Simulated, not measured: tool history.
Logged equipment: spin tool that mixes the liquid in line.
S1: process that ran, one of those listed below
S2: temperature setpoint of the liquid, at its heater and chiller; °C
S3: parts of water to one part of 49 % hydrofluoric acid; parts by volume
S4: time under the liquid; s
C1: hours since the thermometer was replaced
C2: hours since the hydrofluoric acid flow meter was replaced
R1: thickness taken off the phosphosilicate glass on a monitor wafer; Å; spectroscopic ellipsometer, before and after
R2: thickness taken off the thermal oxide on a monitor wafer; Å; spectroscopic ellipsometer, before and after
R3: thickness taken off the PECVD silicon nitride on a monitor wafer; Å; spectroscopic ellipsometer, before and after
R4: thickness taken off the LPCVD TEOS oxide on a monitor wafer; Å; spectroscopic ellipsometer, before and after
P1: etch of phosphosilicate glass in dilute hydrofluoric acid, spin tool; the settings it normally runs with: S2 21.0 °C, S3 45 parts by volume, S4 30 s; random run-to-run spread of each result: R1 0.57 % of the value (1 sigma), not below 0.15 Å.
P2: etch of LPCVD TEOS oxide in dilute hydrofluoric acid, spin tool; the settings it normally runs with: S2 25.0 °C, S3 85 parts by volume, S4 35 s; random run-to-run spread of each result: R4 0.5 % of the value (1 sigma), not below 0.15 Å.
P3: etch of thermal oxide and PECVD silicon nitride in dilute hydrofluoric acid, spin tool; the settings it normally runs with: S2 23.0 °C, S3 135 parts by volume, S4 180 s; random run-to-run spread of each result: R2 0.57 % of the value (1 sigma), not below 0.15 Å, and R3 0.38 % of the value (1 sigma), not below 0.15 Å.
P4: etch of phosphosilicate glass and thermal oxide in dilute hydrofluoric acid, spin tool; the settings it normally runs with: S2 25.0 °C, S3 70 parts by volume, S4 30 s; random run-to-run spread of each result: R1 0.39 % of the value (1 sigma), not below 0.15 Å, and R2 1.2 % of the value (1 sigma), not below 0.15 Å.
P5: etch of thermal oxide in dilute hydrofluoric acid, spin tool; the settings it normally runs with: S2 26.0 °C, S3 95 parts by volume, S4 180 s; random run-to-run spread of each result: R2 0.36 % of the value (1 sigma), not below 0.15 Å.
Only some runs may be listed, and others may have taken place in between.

{"run": 1, "day": 0.5, "S1": "P1", "S2": 21.0, "S3": 45, "S4": 30, "C1": 638.8, "C2": 946.1, "R1": 685.72}
{"run": 2, "day": 1.042, "S1": "P3", "S2": 23.0, "S3": 135, "S4": 180, "C1": 651.8, "C2": 959.1, "R2": 60.331, "R3": 71.534}
{"run": 3, "day": 1.804, "S1": "P1", "S2": 17.0, "S3": 45, "S4": 30, "C1": 670.1, "C2": 977.4, "R1": 578.23}
{"run": 4, "day": 2.446, "S1": "P3", "S2": 23.0, "S3": 135, "S4": 180, "C1": 685.5, "C2": 992.8, "R2": 59.899, "R3": 72.016}
{"run": 5, "day": 2.988, "S1": "P5", "S2": 26.0, "S3": 50, "S4": 180, "C1": 698.5, "C2": 1005.8, "R2": 193.56}
{"run": 6, "day": 3.742, "S1": "P3", "S2": 17.0, "S3": 135, "S4": 180, "C1": 716.6, "C2": 1023.9, "R2": 47.528, "R3": 47.842}
{"run": 7, "day": 4.283, "S1": "P1", "S2": 21.0, "S3": 45, "S4": 30, "C1": 729.6, "C2": 1036.9, "R1": 687.65}
{"run": 8, "day": 4.938, "S1": "P5", "S2": 21.5, "S3": 95, "S4": 180, "C1": 745.3, "C2": 1052.6, "R2": 80.003}
{"day": 5.238, "done": "thermometer replaced"}
{"run": 9, "day": 5.367, "S1": "P5", "S2": 26.0, "S3": 95, "S4": 180, "C1": 3.2, "C2": 1062.9, "R2": 95.151}
{"run": 10, "day": 6.021, "S1": "P1", "S2": 17.0, "S3": 45, "S4": 15, "C1": 18.9, "C2": 1078.6, "R1": 292.49}
{"run": 11, "day": 6.65, "S1": "P4", "S2": 25.0, "S3": 110, "S4": 30, "C1": 34.0, "C2": 1093.7, "R1": 267.23, "R2": 13.08}
{"run": 12, "day": 7.354, "S1": "P2", "S2": 25.0, "S3": 140, "S4": 35, "C1": 50.9, "C2": 1110.6, "R4": 115.4}
{"run": 13, "day": 8.15, "S1": "P2", "S2": 25.0, "S3": 85, "S4": 65, "C1": 70.0, "C2": 1129.7, "R4": 377.94}
{"run": 14, "day": 8.825, "S1": "P4", "S2": 25.0, "S3": 70, "S4": 30, "C1": 86.2, "C2": 1145.9, "R1": 443.76, "R2": 22.38}
{"run": 15, "day": 9.304, "S1": "P3", "S2": 23.0, "S3": 135, "S4": 315, "C1": 97.7, "C2": 1157.4, "R2": 106.51, "R3": 125.38}
{"run": 16, "day": 10.1, "S1": "P4", "S2": 25.0, "S3": 70, "S4": 30, "C1": 116.8, "C2": 1176.5, "R1": 444.5, "R2": 21.832}
{"run": 17, "day": 10.5, "S1": "P1", "S2": 21.0, "S3": 20, "S4": 30, "C1": 126.4, "C2": 1186.1, "R1": 1601.8}
{"run": 18, "day": 10.862, "S1": "P4", "S2": 25.0, "S3": 70, "S4": 15, "C1": 135.1, "C2": 1194.8, "R1": 221.66, "R2": 10.947}
{"run": 19, "day": 11.658, "S1": "P1", "S2": 21.0, "S3": 70, "S4": 30, "C1": 154.2, "C2": 1213.9, "R1": 428.31}
{"day": 11.775, "done": "hydrofluoric acid flow meter replaced"}
{"run": 20, "day": 12.146, "S1": "P2", "S2": 30.0, "S3": 85, "S4": 35, "C1": 165.9, "C2": 9.0, "R4": 245.72}
{"run": 21, "day": 12.933, "S1": "P1", "S2": 25.0, "S3": 45, "S4": 30, "C1": 184.8, "C2": 27.9, "R1": 810.77}
{"run": 22, "day": 13.642, "S1": "P1", "S2": 21.0, "S3": 45, "S4": 30, "C1": 201.8, "C2": 44.9, "R1": 686.93}
{"run": 23, "day": 14.088, "S1": "P5", "S2": 26.0, "S3": 95, "S4": 350, "C1": 212.5, "C2": 55.6, "R2": 185.85}
{"run": 24, "day": 14.733, "S1": "P1", "S2": 21.0, "S3": 45, "S4": 30, "C1": 228.0, "C2": 71.1, "R1": 686.19}
{"run": 25, "day": 15.408, "S1": "P1", "S2": 21.0, "S3": 45, "S4": 15, "C1": 244.2, "C2": 87.3, "R1": 345.44}
{"run": 26, "day": 16.138, "S1": "P1", "S2": 21.0, "S3": 45, "S4": 50, "C1": 261.7, "C2": 104.8, "R1": 1155.8}
{"run": 27, "day": 16.675, "S1": "P2", "S2": 25.0, "S3": 85, "S4": 35, "C1": 274.6, "C2": 117.7, "R4": 202.86}
{"run": 28, "day": 17.25, "S1": "P3", "S2": 23.0, "S3": 35, "S4": 180, "C1": 288.4, "C2": 131.5, "R2": 260.72, "R3": 270.85}
{"run": 29, "day": 17.767, "S1": "P1", "S2": 21.0, "S3": 45, "S4": 30, "C1": 300.8, "C2": 143.9, "R1": 688.65}
{"run": 30, "day": 18.342, "S1": "P4", "S2": 20.5, "S3": 70, "S4": 30, "C1": 314.6, "C2": 157.7, "R1": 367.39, "R2": 18.257}
{"run": 31, "day": 18.7, "S1": "P1", "S2": 21.0, "S3": 45, "S4": 30, "C1": 323.2, "C2": 166.3, "R1": 685.84}
{"run": 32, "day": 19.062, "S1": "P1", "S2": 21.0, "S3": 45, "S4": 30, "C1": 331.9, "C2": 175.0, "R1": 679.8}
{"run": 33, "day": 19.596, "S1": "P1", "S2": 21.0, "S3": 45, "S4": 30, "C1": 344.7, "C2": 187.8, "R1": 676.46}
{"run": 34, "day": 20.25, "S1": "P1", "S2": 21.0, "S3": 45, "S4": 30, "C1": 360.4, "C2": 203.5, "R1": 663.32}
{"run": 35, "day": 20.921, "S1": "P1", "S2": 21.0, "S3": 45, "S4": 30, "C1": 376.5, "C2": 219.6, "R1": 654.13}
{"run": 36, "day": 21.612, "S1": "P1", "S2": 21.0, "S3": 45, "S4": 30, "C1": 393.1, "C2": 236.2, "R1": 647.48}
{"run": 37, "day": 22.288, "S1": "P1", "S2": 21.0, "S3": 45, "S4": 30, "C1": 409.3, "C2": 252.4, "R1": 647.08}
{"run": 38, "day": 22.862, "S1": "P1", "S2": 21.0, "S3": 45, "S4": 30, "C1": 423.1, "C2": 266.2, "R1": 643.52}
{"run": 39, "day": 23.575, "S1": "P1", "S2": 21.0, "S3": 45, "S4": 30, "C1": 440.2, "C2": 283.3, "R1": 648.55}
{"run": 40, "day": 23.938, "S1": "P1", "S2": 21.0, "S3": 45, "S4": 30, "C1": 448.9, "C2": 292.0, "R1": 642.57}
{"run": 41, "day": 24.496, "S1": "P1", "S2": 21.0, "S3": 45, "S4": 30, "C1": 462.3, "C2": 305.4, "R1": 648.62}
{"run": 42, "day": 24.954, "S1": "P1", "S2": 21.0, "S3": 45, "S4": 30, "C1": 473.3, "C2": 316.4, "R1": 646.71}

The log shows P1 creeping away from where it was. Any of the 2 causes listed here, at the size stated for it, fits the log just as well as the others:
A: liquid colder than its thermometer reads (K) = 1.57
B: hydrofluoric acid flow below the setpoint (%) = 6.12
The onset of the drift is placed at about day 18.700.

Which of the 4 check runs listed below separates the causes, so that each cause would produce a clearly different result? Each run uses one wafer, and its results are marked with question marks.
{"run": "check 1", "day": 25.412, "S1": "P2", "S2": 25.0, "S3": 85, "S4": 35, "R4": "?"}
{"run": "check 2", "day": 25.412, "S1": "P4", "S2": 25.0, "S3": 70, "S4": 30, "R1": "?", "R2": "?"}
{"run": "check 3", "day": 25.412, "S1": "P3", "S2": 23.0, "S3": 135, "S4": 180, "R2": "?", "R3": "?"}
{"run": "check 4", "day": 25.412, "S1": "P5", "S2": 26.0, "S3": 95, "S4": 180, "R2": "?"}

Check results expected under each cause:
check=check_1 result=R4 if_A=190.06 if_B=188.64
check=check_2 result=R1 if_A=414.49 if_B=412.17
check=check_2 result=R2 if_A=20.569 if_B=20.454
check=check_3 result=R2 if_A=56.834 if_B=56.190
check=check_3 result=R3 if_A=64.836 if_B=67.567
check=check_4 result=R2 if_A=89.923 if_B=89.085
Per check, the gap between the least separated pair of causes, taken in the result that splits them most: check 1 0.75 %; check 2 0.56 %; check 3 4.13 %; check 4 0.94 %
Only check 3 tells the causes apart: in the others they would give nearly the same result.

With check 3 done, the readings were: R2 56.551 Å; R3 64.379 Å. Identify which of the listed causes applies.

It was cause A: liquid colder than its thermometer reads (K).

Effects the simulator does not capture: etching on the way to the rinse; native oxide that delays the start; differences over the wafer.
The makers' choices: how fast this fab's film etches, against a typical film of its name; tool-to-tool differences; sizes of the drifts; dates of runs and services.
